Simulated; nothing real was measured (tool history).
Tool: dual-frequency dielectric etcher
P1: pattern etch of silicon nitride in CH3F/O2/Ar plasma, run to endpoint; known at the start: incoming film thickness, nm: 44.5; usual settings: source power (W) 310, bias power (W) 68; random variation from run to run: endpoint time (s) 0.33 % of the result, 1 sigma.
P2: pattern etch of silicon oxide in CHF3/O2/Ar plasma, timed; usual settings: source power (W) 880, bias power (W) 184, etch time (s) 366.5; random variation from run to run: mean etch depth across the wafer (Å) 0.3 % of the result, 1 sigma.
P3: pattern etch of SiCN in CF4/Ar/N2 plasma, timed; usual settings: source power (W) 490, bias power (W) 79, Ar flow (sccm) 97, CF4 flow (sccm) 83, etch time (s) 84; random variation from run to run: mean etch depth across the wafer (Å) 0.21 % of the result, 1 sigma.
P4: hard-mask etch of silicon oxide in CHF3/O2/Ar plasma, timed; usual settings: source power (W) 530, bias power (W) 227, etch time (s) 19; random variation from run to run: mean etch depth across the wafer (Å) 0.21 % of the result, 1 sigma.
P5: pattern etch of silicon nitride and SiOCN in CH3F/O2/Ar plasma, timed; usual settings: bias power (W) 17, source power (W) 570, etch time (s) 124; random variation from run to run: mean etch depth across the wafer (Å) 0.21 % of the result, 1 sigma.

run    day  process that ran  source power (W)  bias power (W)  Ar flow (sccm)  CF4 flow (sccm)  etch time (s)  hours since the last wet clean  hours since the last source power generator calibration  hours since the last bias power generator calibration  endpoint time (s)  mean etch depth across the wafer (Å)
  1  0.275                P1               310              68                                                                             303                                                    438.8                                                 2937.2             70.573
  2  0.492                P1               190              90                                                                           308.2                                                      444                                                 2942.4             76.578
  3  0.746                P1               310              68                                                                           314.3                                                    450.1                                                 2948.5             70.527
  4  0.904                P3               490              79             122               83             84                           318.1                                                    453.9                                                 2952.3                                                   826.49
  5  1.133                P3               490              79              97               65             84                           323.6                                                    459.4                                                 2957.8                                                   826.35
  6  1.329                P4               370             227                                              19                           328.3                                                    464.1                                                 2962.5                                                   338.06
  7  1.583                P3               490              79              97               83             46                           334.4                                                    470.2                                                 2968.6                                                   468.31
  8  1.729                P1               310              68                                                                           337.9                                                    473.7                                                 2972.1             70.554
  9  1.992                P2               880             184                                           366.5                           344.2                                                      480                                                 2978.4                                                   8689.2
 10  2.208                P3               490              79              97               83             84                           349.4                                                    485.2                                                 2983.6                                                   856.57
 11  2.429                P2              1050             184                                           366.5                           354.7                                                    490.5                                                 2988.9                                                   9272.3
 12  2.646                P2               880             184                                           366.5                           359.9                                                    495.7                                                 2994.1                                                   8741.5
 13  2.804                P1               310              89                                                                           363.7                                                    499.5                                                 2997.9             64.163
 14  2.933                P1               310              68                                                                           366.8                                                    502.6                                                   3001             70.806
 15    3.2                P5               570              17                                             124                           373.2                                                      509                                                 3007.4                                                   162.96
 16  3.342                P3               490              47              97               83             84                           376.6                                                    512.4                                                 3010.8                                                   721.34
 17  3.588                P1               390              68                                                                           382.5                                                    518.3                                                 3016.7             65.128
 18  3.833                P5               800              17                                             124                           388.4                                                    524.2                                                 3022.6                                                   184.46
 19  4.021                P1               310              68                                                                           392.9                                                    528.7                                                 3027.1             70.976
 20  4.212                P1               310              68                                                                           397.5                                                    533.3                                                 3031.7             70.549
 21  4.442                P2               880             184                                           210.5                             403                                                    538.8                                                 3037.2                                                   4990.2
 22  4.588                P3               390              79              97               83             84                           406.5                                                    542.3                                                 3040.7                                                   699.81
 23  4.846                P5               570              11                                             124                           412.7                                                    548.5                                                 3046.9                                                   138.27
 24  5.012                P5               570              17                                            76.5                           416.7                                                    552.5                                                 3050.9                                                   100.88
 25  5.179                P5               570              17                                             124                           420.7                                                    556.5                                                 3054.9                                                      162
 26  5.471                P4               530             227                                              23                           427.7                                                    563.5                                                 3061.9                                                   466.82
 27  5.604                P2               880             250                                           366.5                           430.9                                                    566.7                                                 3065.1                                                   9627.5
 28    5.8                P4               530             311                                              19                           435.6                                                    571.4                                                 3069.8                                                   431.46
 29  6.038                P1               310              49                                                                           441.3                                                    577.1                                                 3075.5             79.456
 30    6.3                P4               530             227                                              19                           447.6                                                    583.4                                                 3081.8                                                   385.03
 31  6.567                P1               310              68                                                                             454                                                    589.8                                                 3088.2             70.538
 32  6.754                P3               490              79              97               83             84                           458.5                                                    594.3                                                 3092.7                                                   851.67
 33  6.925                P1               210              68                                                                           462.6                                                    598.4                                                 3096.8              81.77
 34  7.175                P1               190              46                                                                           468.6                                                    604.4                                                 3102.8              97.31
 35  7.454                P1               310              68                                                                           475.3                                                    611.1                                                 3109.5             70.818
 36   7.75                P1               310              68                                                                           482.4                                                    618.2                                                 3116.6             70.854
 37      8                P1               310              68                                                                           488.4                                                    624.2                                                 3122.6             71.594
 38  8.267                P1               310              68                                                                           494.8                                                    630.6                                                   3129              71.82

Forecast run 39:
 39  8.5                P1               310              68                                                                           500.4                                                    636.2                                                 3134.6                  ?

Run 39 gave endpoint time (s) 71.967.
